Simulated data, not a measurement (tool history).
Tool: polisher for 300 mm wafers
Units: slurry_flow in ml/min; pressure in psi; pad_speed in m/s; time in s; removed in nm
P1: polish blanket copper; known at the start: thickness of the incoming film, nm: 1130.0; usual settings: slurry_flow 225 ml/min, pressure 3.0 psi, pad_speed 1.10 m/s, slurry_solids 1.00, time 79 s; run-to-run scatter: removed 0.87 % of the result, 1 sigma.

run   hour  slurry_flow  pressure  pad_speed  slurry_solids  time  wafers polished on this pad  hours since the slurry nozzle was cleaned  hours since the head pressure was calibrated  hours since the slurry blender was calibrated  removed
  1    6.0          225       3.0       1.10           1.00    79                          251                                      309.8                                         128.5                                           65.3   312.09
  2   15.9          225       3.0       1.10           1.25   119                          359                                      319.7                                         138.4                                           75.2   504.54
  3   23.3          135       3.0       1.10           1.00    79                          439                                      327.1                                         145.8                                           82.6   288.47
  4   29.3          225       1.4       1.10           1.00    79                          505                                      333.1                                         151.8                                           88.6   146.23
  5   39.6          310       3.0       1.10           1.00    79                          618                                      343.4                                         162.1                                           98.9   323.48
  6   46.1          225       3.0       1.54           1.00    79                          689                                      349.9                                         168.6                                          105.4   439.96
  7   55.4          325       3.0       0.76           1.00    79                          790                                      359.2                                         177.9                                          114.7   221.92
  8   66.1          225       3.0       0.64           1.00    79                          907                                      369.9                                         188.6                                          125.4   181.08
  9   74.9          225       3.0       1.10           1.00    42                         1003                                      378.7                                         197.4                                          134.2   166.56
 10   83.5          225       3.0       1.10           0.60    79                         1097                                      387.3                                         206.0                                          142.8   285.10
 11   88.8          225       3.0       1.10           1.00    79                         1155                                      392.6                                         211.3                                          148.1   312.68
 12   94.3          170       3.0       0.62           1.00    79                         1215                                      398.1                                         216.8                                          153.6   170.26
 13  103.6          225       3.0       1.10           1.00    79                         1317                                      407.4                                         226.1                                          162.9   309.58
 14  109.0          225       4.6       1.10           1.00    79                         1376                                      412.8                                         231.5                                          168.3   476.60
 15  117.0          225       3.0       1.10           1.00    79                         1463                                      420.8                                         239.5                                          176.3   312.42

The next listed run, before its measurement:
 16  124.5          225       3.0       1.10           1.00   111                         1545                                      428.3                                         247.0                                          183.8        ?

removed: 442.17 nm
